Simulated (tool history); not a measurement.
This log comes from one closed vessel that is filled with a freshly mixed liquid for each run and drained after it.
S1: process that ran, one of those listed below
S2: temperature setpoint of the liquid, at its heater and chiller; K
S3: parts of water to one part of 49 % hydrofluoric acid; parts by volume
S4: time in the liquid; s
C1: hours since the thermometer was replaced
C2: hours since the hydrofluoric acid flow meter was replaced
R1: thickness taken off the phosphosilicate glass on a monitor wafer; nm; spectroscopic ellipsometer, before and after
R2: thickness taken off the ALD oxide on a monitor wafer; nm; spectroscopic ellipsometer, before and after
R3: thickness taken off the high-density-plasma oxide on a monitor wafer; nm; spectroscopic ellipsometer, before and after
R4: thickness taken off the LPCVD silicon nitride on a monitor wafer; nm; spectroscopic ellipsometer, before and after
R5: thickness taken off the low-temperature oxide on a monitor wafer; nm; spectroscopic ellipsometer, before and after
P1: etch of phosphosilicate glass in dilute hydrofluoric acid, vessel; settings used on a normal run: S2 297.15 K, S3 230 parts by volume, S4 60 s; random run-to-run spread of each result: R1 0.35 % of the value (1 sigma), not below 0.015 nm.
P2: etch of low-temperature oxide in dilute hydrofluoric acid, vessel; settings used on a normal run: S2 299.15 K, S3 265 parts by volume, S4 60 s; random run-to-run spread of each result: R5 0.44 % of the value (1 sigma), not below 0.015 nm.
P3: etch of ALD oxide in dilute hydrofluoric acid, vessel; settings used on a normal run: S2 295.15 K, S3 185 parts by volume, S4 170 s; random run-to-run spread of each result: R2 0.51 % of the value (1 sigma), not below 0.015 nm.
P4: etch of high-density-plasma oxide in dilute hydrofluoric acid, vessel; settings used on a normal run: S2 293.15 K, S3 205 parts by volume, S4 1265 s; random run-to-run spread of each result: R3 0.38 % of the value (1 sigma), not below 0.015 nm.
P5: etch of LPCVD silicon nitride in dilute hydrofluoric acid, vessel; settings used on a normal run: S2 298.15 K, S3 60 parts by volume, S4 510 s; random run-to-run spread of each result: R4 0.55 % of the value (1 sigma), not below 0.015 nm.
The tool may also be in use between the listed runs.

run	day	S1	S2	S3	S4	C1	C2	R1	R2	R3	R4	R5
1	0.4	P1	297.15	230	60	184.8	833.2	33				
2	0.85	P3	295.15	185	170	195.6	844		8.9209			
3	1.254	P4	293.15	70	1265	205.3	853.7			116.9		
4	1.621	P5	298.15	60	825	214.1	862.5				7.5693	
5	2.329	P1	293.15	230	60	231.1	879.5	28.461				
6	3.092	P1	297.15	230	30	249.4	897.8	16.492				
7	3.596	P1	303.15	370	60	261.5	909.9	21.752				
8	4.088	P1	297.15	230	60	273.3	921.7	33.275				
9	4.804	P3	290.15	185	170	290.5	938.9		7.3206			
10	5.433	P2	299.15	265	60	305.6	954					4.763
11	6.104	P5	298.15	35	510	321.7	970.1				7.9376	
12	6.821	P4	293.15	205	635	338.9	987.3			17.418		
13	7.392	P2	306.65	265	60	352.6	1001					6.0496
14	7.925	P3	295.15	185	170	365.4	1013.8		8.9529			
15	8.425	P4	298.65	205	1265	377.4	1025.8			42.421		
16	8.804	P5	294.15	60	510	386.5	1034.9				3.6121	
17	9.467	P1	297.15	100	60	402.4	1050.8	87.914				
18	10.117	P2	299.15	440	60	418	1066.4					2.3693
19	10.475	P3	295.15	185	35	426.6	1075		1.8156			
20	11.2	P1	297.15	230	115	444	1092.4	63.249				
21	11.958	P4	293.15	205	1265	462.2	1110.6			34.404		
22	12.433	P4	293.15	205	1265	473.6	1122			34.372		
23	12.958	P1	297.15	385	60	486.2	1134.6	17.01				
24	13.55	P1	297.15	410	90	500.4	1148.8	23.443				
25	14.358	P1	297.15	230	60	519.8	1168.2	33.196				
26	14.762	P5	298.15	60	510	529.5	1177.9				4.7245	
27	15.433	P1	305.15	230	60	545.6	1194	43.713				
28	16.221	P1	297.15	230	60	564.5	1212.9	32.827				
29	16.621	P2	299.15	265	30	574.1	1222.5					2.3804
30	17.154	P3	295.15	110	170	586.9	1235.3		16.356			
31	17.65	P1	297.15	230	60	598.8	1247.2	33.079				
32	18.446	P1	297.15	230	60	617.9	1266.3	31.531				
33	19.225	P1	297.15	230	60	636.6	1285	30.712				
34	19.821	P1	297.15	230	60	650.9	1299.3	30.567				
35	20.292	P1	297.15	230	60	662.2	1310.6	30.361				
36	20.788	P1	297.15	230	60	674.1	1322.5	30.079				
37	21.188	P1	297.15	230	60	683.7	1332.1	30.36				

What P1 gives has crept off from where it sat before. The 2 causes that follow fit the log equally well, each at the size noted:
A: liquid colder than its thermometer reads (K) = 2.39
B: hydrofluoric acid flow below the setpoint (%) = 6.79
At approximately day 17.65, the process output began to creep.

Listed below are the offered check runs, one wafer per run, with question marks in place of results. For which of them would the causes give clearly different outcomes?
check 1	21.588	P2	299.15	265	60							?
check 2	21.588	P5	298.15	60	510						?	
check 3	21.588	P4	293.15	205	1265					?		
check 4	21.588	P3	295.15	185	170				?			

What each check would give under each cause:
check	result	if A	if B
check 1	R5	4.351	4.3232
check 2	R4	3.9931	4.3755
check 3	R3	31.453	31.72
check 4	R2	8.0935	8.1586
How far apart the two closest causes lie, in the result that separates them most: check 1 0.64 %; check 2 9.15 %; check 3 0.85 %; check 4 0.8 %
Check 2 distinguishes between the causes, while the remaining checks would return nearly the same result for all of them.

Check 2 was carried out, with these results: R4 4.0016 nm. Which of the listed causes is responsible?

Of the candidate causes, it is A: liquid colder than its thermometer reads (K).
